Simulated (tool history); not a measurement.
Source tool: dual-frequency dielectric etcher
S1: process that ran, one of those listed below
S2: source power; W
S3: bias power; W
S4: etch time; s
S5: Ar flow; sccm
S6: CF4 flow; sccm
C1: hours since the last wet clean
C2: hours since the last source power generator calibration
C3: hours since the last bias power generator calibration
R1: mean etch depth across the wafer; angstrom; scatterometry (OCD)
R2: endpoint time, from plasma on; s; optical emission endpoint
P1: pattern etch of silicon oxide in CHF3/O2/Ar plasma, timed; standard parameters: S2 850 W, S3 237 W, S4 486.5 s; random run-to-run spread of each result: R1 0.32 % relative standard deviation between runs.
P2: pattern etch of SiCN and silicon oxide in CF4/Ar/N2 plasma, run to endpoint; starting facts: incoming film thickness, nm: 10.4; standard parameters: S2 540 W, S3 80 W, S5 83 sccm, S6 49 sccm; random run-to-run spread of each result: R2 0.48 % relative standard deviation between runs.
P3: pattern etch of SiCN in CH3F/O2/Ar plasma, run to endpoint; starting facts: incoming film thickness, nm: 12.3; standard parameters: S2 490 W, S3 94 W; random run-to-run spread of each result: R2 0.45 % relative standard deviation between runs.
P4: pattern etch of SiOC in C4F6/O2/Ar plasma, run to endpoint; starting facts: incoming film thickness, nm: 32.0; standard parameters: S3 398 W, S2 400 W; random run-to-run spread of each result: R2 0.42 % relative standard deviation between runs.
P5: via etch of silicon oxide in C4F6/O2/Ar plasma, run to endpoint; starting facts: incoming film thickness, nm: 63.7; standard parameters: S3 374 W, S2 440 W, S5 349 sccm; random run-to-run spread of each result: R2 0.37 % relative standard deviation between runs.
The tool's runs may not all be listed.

run 1 hour=9.5 | S1=P1 S2=850 S3=237 S4=486.5 | C1=278.3 C2=768.7 C3=1624.0 | R1=11979.0
run 2 hour=21.5 | S1=P1 S2=850 S3=181 S4=486.5 | C1=290.3 C2=780.7 C3=1636.0 | R1=10842.0
run 3 hour=32.7 | S1=P4 S2=400 S3=398 | C1=301.5 C2=791.9 C3=1647.2 | R2=11.800
run 4 hour=39.0 | S1=P1 S2=850 S3=320 S4=486.5 | C1=307.8 C2=798.2 C3=1653.5 | R1=13272.0
run 5 hour=50.3 | S1=P2 S2=540 S3=80 S5=83 S6=49 | C1=319.1 C2=809.5 C3=1664.8 | R2=10.231
run 6 hour=61.6 | S1=P1 S2=560 S3=237 S4=486.5 | C1=330.4 C2=820.8 C3=1676.1 | R1=10127.0
run 7 hour=73.1 | S1=P5 S2=290 S3=374 S5=349 | C1=341.9 C2=832.3 C3=1687.6 | R2=17.784
run 8 hour=83.3 | S1=P3 S2=490 S3=121 | C1=352.1 C2=842.5 C3=1697.8 | R2=25.475
run 9 hour=93.3 | S1=P2 S2=430 S3=80 S5=83 S6=49 | C1=362.1 C2=852.5 C3=1707.8 | R2=12.594
run 10 hour=103.2 | S1=P2 S2=540 S3=53 S5=83 S6=49 | C1=372.0 C2=862.4 C3=1717.7 | R2=11.918
run 11 hour=109.4 | S1=P1 S2=640 S3=237 S4=611.5 | C1=378.2 C2=868.6 C3=1723.9 | R1=13465.0
run 12 hour=116.6 | S1=P2 S2=540 S3=80 S5=104 S6=49 | C1=385.4 C2=875.8 C3=1731.1 | R2=10.710
run 13 hour=128.1 | S1=P3 S2=490 S3=94 | C1=396.9 C2=887.3 C3=1742.6 | R2=28.286
run 14 hour=138.3 | S1=P1 S2=850 S3=277 S4=347.5 | C1=407.1 C2=897.5 C3=1752.8 | R1=9033.3
run 15 hour=147.8 | S1=P1 S2=850 S3=237 S4=486.5 | C1=416.6 C2=907.0 C3=1762.3 | R1=11971.0
run 16 hour=157.2 | S1=P1 S2=850 S3=237 S4=486.5 | C1=426.0 C2=916.4 C3=1771.7 | R1=11860.0
run 17 hour=168.6 | S1=P1 S2=850 S3=237 S4=486.5 | C1=437.4 C2=927.8 C3=1783.1 | R1=11953.0
run 18 hour=175.2 | S1=P1 S2=520 S3=237 S4=704.5 | C1=444.0 C2=934.4 C3=1789.7 | R1=14285.0
run 19 hour=181.0 | S1=P3 S2=640 S3=94 | C1=449.8 C2=940.2 C3=1795.5 | R2=25.783
run 20 hour=192.0 | S1=P5 S2=440 S3=259 S5=349 | C1=460.8 C2=951.2 C3=1806.5 | R2=17.358
run 21 hour=205.0 | S1=P4 S2=400 S3=523 | C1=473.8 C2=964.2 C3=1819.5 | R2=10.622
run 22 hour=217.8 | S1=P5 S2=440 S3=374 S5=276 | C1=486.6 C2=977.0 C3=1832.3 | R2=14.895
run 23 hour=224.0 | S1=P1 S2=850 S3=237 S4=345.5 | C1=492.8 C2=983.2 C3=1838.5 | R1=8475.0
run 24 hour=232.8 | S1=P1 S2=850 S3=237 S4=693.5 | C1=501.6 C2=992.0 C3=1847.3 | R1=16884.0
run 25 hour=240.0 | S1=P4 S2=550 S3=398 | C1=508.8 C2=999.2 C3=1854.5 | R2=10.490
run 26 hour=250.3 | S1=P5 S2=440 S3=374 S5=349 | C1=519.1 C2=1009.5 C3=1864.8 | R2=15.349
run 27 hour=256.6 | S1=P1 S2=1120 S3=237 S4=486.5 | C1=525.4 C2=1015.8 C3=1871.1 | R1=13272.0
run 28 hour=265.3 | S1=P2 S2=540 S3=80 S5=83 S6=30 | C1=534.1 C2=1024.5 C3=1879.8 | R2=11.141
run 29 hour=278.2 | S1=P1 S2=850 S3=237 S4=486.5 | C1=547.0 C2=1037.4 C3=1892.7 | R1=11854.0
run 30 hour=286.9 | S1=P1 S2=850 S3=237 S4=486.5 | C1=555.7 C2=1046.1 C3=1901.4 | R1=11936.0
run 31 hour=298.8 | S1=P1 S2=850 S3=237 S4=486.5 | C1=567.6 C2=1058.0 C3=1913.3 | R1=11853.0
run 32 hour=311.8 | S1=P1 S2=850 S3=237 S4=486.5 | C1=580.6 C2=1071.0 C3=1926.3 | R1=11776.0
run 33 hour=321.2 | S1=P1 S2=850 S3=237 S4=486.5 | C1=590.0 C2=1080.4 C3=1935.7 | R1=11824.0
run 34 hour=326.9 | S1=P1 S2=850 S3=237 S4=486.5 | C1=595.7 C2=1086.1 C3=1941.4 | R1=11779.0
-- hour=327.9 wet clean of the chamber
run 35 hour=336.7 | S1=P1 S2=850 S3=237 S4=486.5 | C1=8.8 C2=1095.9 C3=1951.2 | R1=11736.0

Expected results for the next run?
run 36 hour=342.8 | S1=P1 S2=850 S3=237 S4=486.5 | C1=14.9 C2=1102.0 C3=1957.3 | R1=?

{"run 36": {"R1": 11751.0}}
